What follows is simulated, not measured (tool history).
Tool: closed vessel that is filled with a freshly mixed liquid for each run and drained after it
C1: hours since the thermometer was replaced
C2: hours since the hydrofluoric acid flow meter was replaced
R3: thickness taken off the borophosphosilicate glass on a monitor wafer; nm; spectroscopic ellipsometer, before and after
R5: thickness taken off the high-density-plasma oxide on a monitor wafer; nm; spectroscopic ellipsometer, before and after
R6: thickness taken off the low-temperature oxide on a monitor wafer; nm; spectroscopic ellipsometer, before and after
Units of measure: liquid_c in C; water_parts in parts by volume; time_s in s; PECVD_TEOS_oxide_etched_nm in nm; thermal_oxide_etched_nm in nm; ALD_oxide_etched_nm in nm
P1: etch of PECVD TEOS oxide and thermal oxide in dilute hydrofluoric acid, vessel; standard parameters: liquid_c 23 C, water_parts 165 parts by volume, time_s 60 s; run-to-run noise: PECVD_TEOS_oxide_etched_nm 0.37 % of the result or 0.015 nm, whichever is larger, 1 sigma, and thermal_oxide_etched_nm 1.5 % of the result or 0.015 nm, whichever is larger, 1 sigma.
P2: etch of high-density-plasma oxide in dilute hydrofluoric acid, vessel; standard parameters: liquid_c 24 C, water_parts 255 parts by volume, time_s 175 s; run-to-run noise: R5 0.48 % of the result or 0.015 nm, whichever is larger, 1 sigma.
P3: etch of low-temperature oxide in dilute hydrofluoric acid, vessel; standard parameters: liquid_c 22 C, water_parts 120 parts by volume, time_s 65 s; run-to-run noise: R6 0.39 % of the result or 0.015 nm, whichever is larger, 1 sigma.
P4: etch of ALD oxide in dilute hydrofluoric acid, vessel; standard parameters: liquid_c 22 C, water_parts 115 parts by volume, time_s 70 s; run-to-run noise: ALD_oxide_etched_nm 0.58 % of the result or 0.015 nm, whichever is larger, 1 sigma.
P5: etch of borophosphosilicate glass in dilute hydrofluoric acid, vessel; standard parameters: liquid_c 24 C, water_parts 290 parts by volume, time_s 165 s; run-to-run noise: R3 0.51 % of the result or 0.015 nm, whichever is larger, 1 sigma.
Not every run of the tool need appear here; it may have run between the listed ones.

run 1 hour=4.2 | process=P1 liquid_c=23 water_parts=165 time_s=60 | C1=670.3 C2=544.7 | PECVD_TEOS_oxide_etched_nm=7.544 thermal_oxide_etched_nm=1.7317
run 2 hour=11.1 | process=P5 liquid_c=24 water_parts=290 time_s=165 | C1=677.2 C2=551.6 | R3=20.833
run 3 hour=16.2 | process=P1 liquid_c=23 water_parts=45 time_s=60 | C1=682.3 C2=556.7 | PECVD_TEOS_oxide_etched_nm=31.96 thermal_oxide_etched_nm=7.0592
run 4 hour=24.1 | process=P4 liquid_c=22 water_parts=115 time_s=70 | C1=690.2 C2=564.6 | ALD_oxide_etched_nm=5.552
run 5 hour=32.2 | process=P2 liquid_c=24 water_parts=440 time_s=175 | C1=698.3 C2=572.7 | R5=2.7281
run 6 hour=39.1 | process=P2 liquid_c=32 water_parts=255 time_s=175 | C1=705.2 C2=579.6 | R5=7.3969
run 7 hour=47.6 | process=P4 liquid_c=22 water_parts=215 time_s=70 | C1=713.7 C2=588.1 | ALD_oxide_etched_nm=2.6988
run 8 hour=55.5 | process=P3 liquid_c=22 water_parts=210 time_s=65 | C1=721.6 C2=596 | R6=4.0109
run 9 hour=63.8 | process=P1 liquid_c=23 water_parts=60 time_s=30 | C1=729.9 C2=604.3 | PECVD_TEOS_oxide_etched_nm=11.839 thermal_oxide_etched_nm=2.5766
run 10 hour=70.9 | process=P1 liquid_c=23 water_parts=165 time_s=60 | C1=737 C2=611.4 | PECVD_TEOS_oxide_etched_nm=7.5781 thermal_oxide_etched_nm=1.6567
run 11 hour=77.8 | process=P4 liquid_c=28.5 water_parts=115 time_s=70 | C1=743.9 C2=618.3 | ALD_oxide_etched_nm=7.1338
run 12 hour=85.9 | process=P1 liquid_c=23 water_parts=165 time_s=60 | C1=752 C2=626.4 | PECVD_TEOS_oxide_etched_nm=7.5475 thermal_oxide_etched_nm=1.6694
run 13 hour=91.7 | process=P5 liquid_c=24 water_parts=425 time_s=165 | C1=757.8 C2=632.2 | R3=12.69
run 14 hour=97.9 | process=P5 liquid_c=24 water_parts=290 time_s=30 | C1=764 C2=638.4 | R3=3.7994
run 15 hour=102.4 | process=P5 liquid_c=18 water_parts=290 time_s=165 | C1=768.5 C2=642.9 | R3=16.762
run 16 hour=108.1 | process=P2 liquid_c=24 water_parts=255 time_s=175 | C1=774.2 C2=648.6 | R5=5.6227
run 17 hour=114.1 | process=P3 liquid_c=22 water_parts=120 time_s=65 | C1=780.2 C2=654.6 | R6=7.7876
run 18 hour=119.6 | process=P3 liquid_c=22 water_parts=120 time_s=30 | C1=785.7 C2=660.1 | R6=3.53
run 19 hour=127.4 | process=P2 liquid_c=24 water_parts=255 time_s=175 | C1=793.5 C2=667.9 | R5=5.6129
run 20 hour=135.3 | process=P1 liquid_c=17 water_parts=165 time_s=30 | C1=801.4 C2=675.8 | PECVD_TEOS_oxide_etched_nm=2.9891 thermal_oxide_etched_nm=0.67384
run 21 hour=140 | process=P3 liquid_c=30 water_parts=120 time_s=65 | C1=806.1 C2=680.5 | R6=10.518
run 22 hour=148 | process=P1 liquid_c=23 water_parts=165 time_s=60 | C1=814.1 C2=688.5 | PECVD_TEOS_oxide_etched_nm=7.544 thermal_oxide_etched_nm=1.6863
run 23 hour=155.9 | process=P1 liquid_c=23 water_parts=290 time_s=85 | C1=822 C2=696.4 | PECVD_TEOS_oxide_etched_nm=5.3834 thermal_oxide_etched_nm=1.1762
run 24 hour=162.3 | process=P3 liquid_c=22 water_parts=120 time_s=65 | C1=828.4 C2=702.8 | R6=7.7422
run 25 hour=167.3 | process=P1 liquid_c=28.5 water_parts=165 time_s=60 | C1=833.4 C2=707.8 | PECVD_TEOS_oxide_etched_nm=9.2832 thermal_oxide_etched_nm=2.0041
run 26 hour=174.4 | process=P1 liquid_c=23 water_parts=165 time_s=115 | C1=840.5 C2=714.9 | PECVD_TEOS_oxide_etched_nm=14.497 thermal_oxide_etched_nm=3.2478
run 27 hour=182 | process=P4 liquid_c=22 water_parts=115 time_s=30 | C1=848.1 C2=722.5 | ALD_oxide_etched_nm=2.3606
run 28 hour=188.3 | process=P4 liquid_c=22 water_parts=115 time_s=70 | C1=854.4 C2=728.8 | ALD_oxide_etched_nm=5.5646
run 29 hour=192.7 | process=P2 liquid_c=24 water_parts=255 time_s=50 | C1=858.8 C2=733.2 | R5=1.5868
run 30 hour=197.1 | process=P1 liquid_c=17 water_parts=165 time_s=60 | C1=863.2 C2=737.6 | PECVD_TEOS_oxide_etched_nm=5.984 thermal_oxide_etched_nm=1.3167
run 31 hour=201 | process=P1 liquid_c=23 water_parts=165 time_s=30 | C1=867.1 C2=741.5 | PECVD_TEOS_oxide_etched_nm=3.7637 thermal_oxide_etched_nm=0.83642
run 32 hour=204.7 | process=P1 liquid_c=23 water_parts=165 time_s=60 | C1=870.8 C2=745.2 | PECVD_TEOS_oxide_etched_nm=7.5481 thermal_oxide_etched_nm=1.684
run 33 hour=211.8 | process=P1 liquid_c=23 water_parts=240 time_s=60 | C1=877.9 C2=752.3 | PECVD_TEOS_oxide_etched_nm=4.7866 thermal_oxide_etched_nm=1.0815
run 34 hour=219.4 | process=P1 liquid_c=23 water_parts=165 time_s=60 | C1=885.5 C2=759.9 | PECVD_TEOS_oxide_etched_nm=7.5353 thermal_oxide_etched_nm=1.6798
run 35 hour=226.4 | process=P1 liquid_c=23 water_parts=165 time_s=60 | C1=892.5 C2=766.9 | PECVD_TEOS_oxide_etched_nm=7.5606 thermal_oxide_etched_nm=1.6754
run 36 hour=232.3 | process=P1 liquid_c=23 water_parts=165 time_s=60 | C1=898.4 C2=772.8 | PECVD_TEOS_oxide_etched_nm=7.8992 thermal_oxide_etched_nm=1.7997
run 37 hour=238.9 | process=P1 liquid_c=23 water_parts=165 time_s=60 | C1=905 C2=779.4 | PECVD_TEOS_oxide_etched_nm=8.0985 thermal_oxide_etched_nm=1.8165
run 38 hour=243.7 | process=P1 liquid_c=23 water_parts=165 time_s=60 | C1=909.8 C2=784.2 | PECVD_TEOS_oxide_etched_nm=8.2163 thermal_oxide_etched_nm=1.8254
run 39 hour=252.1 | process=P1 liquid_c=23 water_parts=165 time_s=60 | C1=918.2 C2=792.6 | PECVD_TEOS_oxide_etched_nm=8.3052 thermal_oxide_etched_nm=1.8633
run 40 hour=256.2 | process=P1 liquid_c=23 water_parts=165 time_s=60 | C1=922.3 C2=796.7 | PECVD_TEOS_oxide_etched_nm=8.2976 thermal_oxide_etched_nm=1.8483
run 41 hour=260.4 | process=P1 liquid_c=23 water_parts=165 time_s=60 | C1=926.5 C2=800.9 | PECVD_TEOS_oxide_etched_nm=8.2592 thermal_oxide_etched_nm=1.8298

What P1 gives has crept away from where it was. These 2 causes fit the log equally well, each at the size given:
A: liquid hotter than its thermometer reads (K) = 2.4
B: hydrofluoric acid flow above the setpoint (%) = 8.01
The onset of the drift is placed at about hour 226.4.

Consider the 4 check runs below, whose results appear as question marks and each of which averages 2 wafers. Which one distinguishes the causes, in that each cause would give it a clearly different result?
run check 1 hour=264.6 | process=P4 liquid_c=28 water_parts=115 time_s=70 | ALD_oxide_etched_nm=?
run check 2 hour=264.6 | process=P5 liquid_c=18.5 water_parts=290 time_s=165 | R3=?
run check 3 hour=264.6 | process=P3 liquid_c=29 water_parts=120 time_s=40 | R6=?
run check 4 hour=264.6 | process=P2 liquid_c=31 water_parts=425 time_s=175 | R5=?

What each check would give under each cause:
check=check_1 result=ALD_oxide_etched_nm if_A=7.7338 if_B=7.7251
check=check_2 result=R3 if_A=18.718 if_B=18.86
check=check_3 result=R6 if_A=6.81 if_B=6.8153
check=check_4 result=R5 if_A=3.8297 if_B=3.9838
Smallest distance between any two causes, each pair judged by its most separating result, in per cent: check 1 0.11 %; check 2 0.76 %; check 3 0.08 %; check 4 3.94 %
The causes can be told apart only by check 4. The other checks would give nearly the same results under each of them.

Check 4 was then run and gave: R5 3.8371 nm. Which cause is it?

It is A: liquid hotter than its thermometer reads (K).

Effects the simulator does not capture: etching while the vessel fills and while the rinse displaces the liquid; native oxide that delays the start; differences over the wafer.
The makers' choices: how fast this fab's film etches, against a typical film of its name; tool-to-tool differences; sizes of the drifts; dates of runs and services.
